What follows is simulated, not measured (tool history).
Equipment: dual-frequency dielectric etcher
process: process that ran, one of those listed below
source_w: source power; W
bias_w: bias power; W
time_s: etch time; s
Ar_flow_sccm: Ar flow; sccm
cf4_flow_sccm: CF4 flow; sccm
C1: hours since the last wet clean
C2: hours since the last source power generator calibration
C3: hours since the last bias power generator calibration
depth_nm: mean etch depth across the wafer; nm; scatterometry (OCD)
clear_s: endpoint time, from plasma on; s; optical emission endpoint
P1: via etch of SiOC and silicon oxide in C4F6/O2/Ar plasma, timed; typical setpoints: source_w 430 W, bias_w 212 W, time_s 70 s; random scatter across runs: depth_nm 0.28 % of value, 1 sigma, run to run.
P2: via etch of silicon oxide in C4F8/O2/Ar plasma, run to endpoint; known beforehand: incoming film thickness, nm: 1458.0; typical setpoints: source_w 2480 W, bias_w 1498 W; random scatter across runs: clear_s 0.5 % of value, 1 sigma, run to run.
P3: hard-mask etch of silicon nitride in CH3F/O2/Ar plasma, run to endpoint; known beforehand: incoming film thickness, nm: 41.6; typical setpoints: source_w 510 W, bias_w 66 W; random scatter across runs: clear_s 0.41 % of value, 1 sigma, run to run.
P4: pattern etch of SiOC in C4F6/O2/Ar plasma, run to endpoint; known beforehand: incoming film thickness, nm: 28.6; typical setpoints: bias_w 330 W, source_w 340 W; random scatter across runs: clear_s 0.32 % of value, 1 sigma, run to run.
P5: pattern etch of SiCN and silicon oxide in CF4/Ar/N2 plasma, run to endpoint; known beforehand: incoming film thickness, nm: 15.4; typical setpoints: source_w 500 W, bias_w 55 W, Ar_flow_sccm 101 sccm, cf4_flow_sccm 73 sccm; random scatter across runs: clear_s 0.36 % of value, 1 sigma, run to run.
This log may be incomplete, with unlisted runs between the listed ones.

{"run": 1, "hour": 17.6, "process": "P1", "source_w": 430, "bias_w": 212, "time_s": 70, "C1": 397.3, "C2": 741.3, "C3": 2551.8, "depth_nm": 84.198}
{"run": 2, "hour": 32.9, "process": "P4", "source_w": 340, "bias_w": 330, "C1": 412.6, "C2": 756.6, "C3": 2567.1, "clear_s": 11.825}
{"run": 3, "hour": 47.7, "process": "P2", "source_w": 2480, "bias_w": 1498, "C1": 427.4, "C2": 771.4, "C3": 2581.9, "clear_s": 283.98}
{"run": 4, "hour": 63.0, "process": "P1", "source_w": 430, "bias_w": 212, "time_s": 70, "C1": 442.7, "C2": 786.7, "C3": 2597.2, "depth_nm": 84.267}
{"run": 5, "hour": 73.7, "process": "P5", "source_w": 500, "bias_w": 55, "Ar_flow_sccm": 101, "cf4_flow_sccm": 73, "C1": 453.4, "C2": 797.4, "C3": 2607.9, "clear_s": 18.727}
{"run": 6, "hour": 84.7, "process": "P2", "source_w": 3280, "bias_w": 1498, "C1": 464.4, "C2": 808.4, "C3": 2618.9, "clear_s": 254.83}
{"run": 7, "hour": 100.0, "process": "P1", "source_w": 430, "bias_w": 265, "time_s": 70, "C1": 479.7, "C2": 823.7, "C3": 2634.2, "depth_nm": 91.002}
{"run": 8, "hour": 109.8, "process": "P5", "source_w": 500, "bias_w": 55, "Ar_flow_sccm": 63, "cf4_flow_sccm": 73, "C1": 489.5, "C2": 833.5, "C3": 2644, "clear_s": 17.31}
{"run": 9, "hour": 120.4, "process": "P5", "source_w": 500, "bias_w": 32, "Ar_flow_sccm": 101, "cf4_flow_sccm": 73, "C1": 500.1, "C2": 844.1, "C3": 2654.6, "clear_s": 21.846}
{"run": 10, "hour": 130.5, "process": "P5", "source_w": 500, "bias_w": 55, "Ar_flow_sccm": 101, "cf4_flow_sccm": 73, "C1": 510.2, "C2": 854.2, "C3": 2664.7, "clear_s": 18.634}
{"run": 11, "hour": 139.5, "process": "P4", "source_w": 340, "bias_w": 221, "C1": 519.2, "C2": 863.2, "C3": 2673.7, "clear_s": 13.607}
{"run": 12, "hour": 150.6, "process": "P4", "source_w": 470, "bias_w": 330, "C1": 530.3, "C2": 874.3, "C3": 2684.8, "clear_s": 10.461}
{"run": 13, "hour": 166.4, "process": "P2", "source_w": 2480, "bias_w": 1498, "C1": 546.1, "C2": 890.1, "C3": 2700.6, "clear_s": 288.19}
{"run": 14, "hour": 175.6, "process": "P1", "source_w": 430, "bias_w": 212, "time_s": 70, "C1": 555.3, "C2": 899.3, "C3": 2709.8, "depth_nm": 84.389}
{"run": 15, "hour": 187.2, "process": "P3", "source_w": 510, "bias_w": 66, "C1": 566.9, "C2": 910.9, "C3": 2721.4, "clear_s": 58.313}
{"run": 16, "hour": 196.9, "process": "P1", "source_w": 430, "bias_w": 158, "time_s": 70, "C1": 576.6, "C2": 920.6, "C3": 2731.1, "depth_nm": 77.231}
{"run": 17, "hour": 205.0, "process": "P3", "source_w": 350, "bias_w": 66, "C1": 584.7, "C2": 928.7, "C3": 2739.2, "clear_s": 67.206}
{"run": 18, "hour": 214.8, "process": "P1", "source_w": 430, "bias_w": 212, "time_s": 70, "C1": 594.5, "C2": 938.5, "C3": 2749, "depth_nm": 84.176}
{"run": 19, "hour": 228.9, "process": "P1", "source_w": 430, "bias_w": 212, "time_s": 70, "C1": 608.6, "C2": 952.6, "C3": 2763.1, "depth_nm": 84.303}
{"run": 20, "hour": 245.5, "process": "P1", "source_w": 430, "bias_w": 212, "time_s": 38.5, "C1": 625.2, "C2": 969.2, "C3": 2779.7, "depth_nm": 46.386}
{"run": 21, "hour": 254.9, "process": "P3", "source_w": 510, "bias_w": 49, "C1": 634.6, "C2": 978.6, "C3": 2789.1, "clear_s": 63.998}
{"run": 22, "hour": 269.0, "process": "P5", "source_w": 360, "bias_w": 55, "Ar_flow_sccm": 101, "cf4_flow_sccm": 73, "C1": 648.7, "C2": 992.7, "C3": 2803.2, "clear_s": 25}
{"run": 23, "hour": 279.3, "process": "P1", "source_w": 430, "bias_w": 293, "time_s": 101.5, "C1": 659, "C2": 1003, "C3": 2813.5, "depth_nm": 136.5}
{"run": 24, "hour": 291.4, "process": "P1", "source_w": 330, "bias_w": 212, "time_s": 70, "C1": 671.1, "C2": 1015.1, "C3": 2825.6, "depth_nm": 76.247}
{"run": 25, "hour": 301.5, "process": "P1", "source_w": 430, "bias_w": 290, "time_s": 38.5, "C1": 681.2, "C2": 1025.2, "C3": 2835.7, "depth_nm": 51.626}
{"run": 26, "hour": 319.2, "process": "P5", "source_w": 500, "bias_w": 55, "Ar_flow_sccm": 101, "cf4_flow_sccm": 99, "C1": 698.9, "C2": 1042.9, "C3": 2853.4, "clear_s": 17.766}
{"run": 27, "hour": 331.4, "process": "P2", "source_w": 2480, "bias_w": 895, "C1": 711.1, "C2": 1055.1, "C3": 2865.6, "clear_s": 322.47}
{"run": 28, "hour": 344.2, "process": "P1", "source_w": 430, "bias_w": 212, "time_s": 70, "C1": 723.9, "C2": 1067.9, "C3": 2878.4, "depth_nm": 84.255}
{"run": 29, "hour": 359.0, "process": "P1", "source_w": 430, "bias_w": 212, "time_s": 87, "C1": 738.7, "C2": 1082.7, "C3": 2893.2, "depth_nm": 104.84}
{"run": 30, "hour": 373.2, "process": "P1", "source_w": 530, "bias_w": 212, "time_s": 70, "C1": 752.9, "C2": 1096.9, "C3": 2907.4, "depth_nm": 91.069}
{"run": 31, "hour": 382.3, "process": "P1", "source_w": 430, "bias_w": 212, "time_s": 70, "C1": 762, "C2": 1106, "C3": 2916.5, "depth_nm": 84.102}
{"run": 32, "hour": 397.6, "process": "P1", "source_w": 430, "bias_w": 212, "time_s": 70, "C1": 777.3, "C2": 1121.3, "C3": 2931.8, "depth_nm": 84.944}
{"run": 33, "hour": 415.3, "process": "P1", "source_w": 430, "bias_w": 212, "time_s": 70, "C1": 795, "C2": 1139, "C3": 2949.5, "depth_nm": 85.121}
{"run": 34, "hour": 430.9, "process": "P1", "source_w": 430, "bias_w": 212, "time_s": 70, "C1": 810.6, "C2": 1154.6, "C3": 2965.1, "depth_nm": 85.163}
{"run": 35, "hour": 444.2, "process": "P1", "source_w": 430, "bias_w": 212, "time_s": 70, "C1": 823.9, "C2": 1167.9, "C3": 2978.4, "depth_nm": 85.198}
{"hour": 448.9, "done": "wet clean of the chamber"}
{"run": 36, "hour": 462.1, "process": "P1", "source_w": 430, "bias_w": 212, "time_s": 70, "C1": 13.3, "C2": 1185.8, "C3": 2996.3, "depth_nm": 85.609}
{"run": 37, "hour": 479.7, "process": "P1", "source_w": 430, "bias_w": 212, "time_s": 70, "C1": 30.9, "C2": 1203.4, "C3": 3013.9, "depth_nm": 85.946}
{"run": 38, "hour": 490.6, "process": "P1", "source_w": 430, "bias_w": 212, "time_s": 70, "C1": 41.8, "C2": 1214.3, "C3": 3024.8, "depth_nm": 85.625}
{"run": 39, "hour": 500.2, "process": "P1", "source_w": 430, "bias_w": 212, "time_s": 70, "C1": 51.4, "C2": 1223.9, "C3": 3034.4, "depth_nm": 85.993}
{"run": 40, "hour": 511.9, "process": "P1", "source_w": 430, "bias_w": 212, "time_s": 70, "C1": 63.1, "C2": 1235.6, "C3": 3046.1, "depth_nm": 85.81}

What P1 gives has crept off from where it sat before. The 2 causes that follow fit the log equally well, each at the size noted:
A: source power that arrives over what is set, % = 3.73
B: bias power that arrives over what is set, % = 4.33
The onset of the drift is placed at about hour 382.3.
Ruled out, with reasons:
chamber walls in a state that raises the etch rate, %: was serviced at hour 448.9, once the creep was under way, yet the earlier output never came back

You are offered 4 check runs, listed below with question marks in place of their results; each one averages 2 wafers. Which run separates the listed causes by giving clearly different results for each?
{"run": "check 1", "hour": 523.6, "process": "P4", "source_w": 400, "bias_w": 330, "clear_s": "?"}
{"run": "check 2", "hour": 523.6, "process": "P2", "source_w": 2480, "bias_w": 1075, "clear_s": "?"}
{"run": "check 3", "hour": 523.6, "process": "P5", "source_w": 500, "bias_w": 33, "Ar_flow_sccm": 78, "cf4_flow_sccm": 73, "clear_s": "?"}
{"run": "check 4", "hour": 523.6, "process": "P3", "source_w": 400, "bias_w": 66, "clear_s": "?"}

What every check run would give for each of its results, assuming each possible cause in turn:
check=check_1 result=clear_s if_A=10.973 if_B=10.961
check=check_2 result=clear_s if_A=305.68 if_B=307.2
check=check_3 result=clear_s if_A=19.956 if_B=20.407
check=check_4 result=clear_s if_A=63.281 if_B=63.26
Per-check spread between the two closest causes, in the result where they differ most: check 1 0.11 %; check 2 0.5 %; check 3 2.24 %; check 4 0.03 %
Only in check 3 would the causes give clearly different results; in the remaining checks their results would be nearly the same.

Check 3 was then run and gave: clear_s 19.987 s. Which cause is it?

It was cause A: source power that arrives over what is set, %.
